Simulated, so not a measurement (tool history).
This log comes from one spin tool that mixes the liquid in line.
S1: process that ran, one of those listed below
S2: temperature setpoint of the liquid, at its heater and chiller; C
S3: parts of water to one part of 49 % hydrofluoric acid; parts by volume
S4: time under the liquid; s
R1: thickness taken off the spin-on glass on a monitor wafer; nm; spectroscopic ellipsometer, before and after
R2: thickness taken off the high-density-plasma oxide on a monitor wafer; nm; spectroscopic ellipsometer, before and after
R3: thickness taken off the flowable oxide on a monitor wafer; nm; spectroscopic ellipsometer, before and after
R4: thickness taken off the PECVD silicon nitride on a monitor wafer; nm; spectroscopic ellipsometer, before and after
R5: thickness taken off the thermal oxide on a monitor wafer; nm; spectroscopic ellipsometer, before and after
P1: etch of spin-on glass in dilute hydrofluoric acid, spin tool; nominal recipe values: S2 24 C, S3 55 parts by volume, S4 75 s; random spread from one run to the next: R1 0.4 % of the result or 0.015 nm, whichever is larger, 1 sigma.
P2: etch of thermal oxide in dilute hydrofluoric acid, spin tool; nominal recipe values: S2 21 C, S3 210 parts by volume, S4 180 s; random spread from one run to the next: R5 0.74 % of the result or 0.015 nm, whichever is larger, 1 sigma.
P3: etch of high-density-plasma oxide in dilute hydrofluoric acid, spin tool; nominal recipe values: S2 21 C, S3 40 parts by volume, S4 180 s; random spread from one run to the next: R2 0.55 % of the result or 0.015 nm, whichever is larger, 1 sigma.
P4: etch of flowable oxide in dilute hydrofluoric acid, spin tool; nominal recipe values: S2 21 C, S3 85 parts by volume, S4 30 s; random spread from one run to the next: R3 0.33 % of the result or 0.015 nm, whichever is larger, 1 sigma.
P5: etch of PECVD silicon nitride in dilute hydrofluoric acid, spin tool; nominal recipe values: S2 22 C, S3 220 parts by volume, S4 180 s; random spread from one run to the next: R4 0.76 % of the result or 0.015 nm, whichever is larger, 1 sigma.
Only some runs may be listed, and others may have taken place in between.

run     day  S1    S2   S3   S4      R1      R2      R3      R4      R5
  1    0.45  P1    24   55   75  36.053
  2   1.162  P1    20   55   75  30.233
  3   1.733  P3    21   40  180          21.518
  4   2.083  P1    24   55   75  36.026
  5   2.471  P1    24   55   75  36.168
  6   3.212  P4    17   85   30                  11.299
  7   3.742  P4    21  150   30                  7.0426
  8   4.446  P5    22  220  315                           4.882
  9     5.2  P2    21   40  180                                  20.817
 10     5.7  P5    17  220  180                          2.0069
 11   6.071  P3  28.5   40  180           29.23
 12   6.617  P2    17  210  180                                  2.8311
 13   7.217  P1  17.5   20   75  79.072
 14   7.871  P5    22  365  180                          1.6978
 15   8.412  P3    21   40   15          1.7871
 16   9.029  P1    18   55  110  41.042
 17   9.596  P2    21  210  360                                  6.5064
 18   9.967  P4    21   85   30                   13.39
 19  10.404  P2    21  210  180                                  3.2904
 20  11.104  P1    24   55  140   67.27
 21  11.704  P1    24   20   75  102.97
 22   12.15  P4    21   85   30                  13.378
 23  12.704  P5    22  220  180                          2.8388
 24  13.229  P1    24   55   15  7.2324
 25  13.779  P1    24   55   75  36.122
 26  14.433  P3    21   65  180          12.762
 27  14.808  P1    24   80   75   24.04
 28  15.288  P1  30.5   55   75  46.682
 29  15.638  P1    24   55   75  35.972
 30  16.421  P4    21   85   15                  6.6627
 31  17.029  P1    24   55   75  36.308
 32  17.479  P1    24   55   75  35.975
 33  17.842  P1    24   55   75  37.061
 34  18.279  P1    24   55   75  37.926
 35      19  P1    24   55   75  39.006
 36    19.4  P1    24   55   75  39.124
 37  19.883  P1    24   55   75   39.28
 38  20.275  P1    24   55   75   39.52
 39  20.638  P1    24   55   75  39.119
 40  21.033  P1    24   55   75  39.749
 41  21.492  P1    24   55   75   39.33

The output of P1 has drifted from where it used to be. Each of the 2 causes below, taken at the size shown beside it, accounts for the log equally well:
A: hydrofluoric acid flow above the setpoint (%) = 9.18
B: liquid hotter than its thermometer reads (K) = 2.32
The drift started at roughly day 17.479.

Which of the check runs below tells the causes apart, meaning the causes would give it clearly different results? Each run uses 2 wafers whose results are averaged, and each result is shown as a question mark.
check 1  21.95  P4  17.5  130   30           ?
check 2  21.95  P5    22  285  180               ?
check 3  21.95  P2    17   50  180                   ?
check 4  21.95  P3    21   65   70       ?

What each check would give under each cause:
  check  result    if A    if B
check 1      R3  7.9277  7.8942
check 2      R4  2.3739  2.5144
check 3      R5  15.239  15.354
check 4      R2  5.4823  5.4893
Separation of the two closest causes in each check, using whichever result separates them best: check 1 0.42 %; check 2 5.75 %; check 3 0.75 %; check 4 0.13 %
Check 2 tells the causes apart: in the others they would give nearly the same result.

Here is what check 2 returned: R4 2.5475 nm. Which cause is it?

The correct cause is B, namely: liquid hotter than its thermometer reads (K).

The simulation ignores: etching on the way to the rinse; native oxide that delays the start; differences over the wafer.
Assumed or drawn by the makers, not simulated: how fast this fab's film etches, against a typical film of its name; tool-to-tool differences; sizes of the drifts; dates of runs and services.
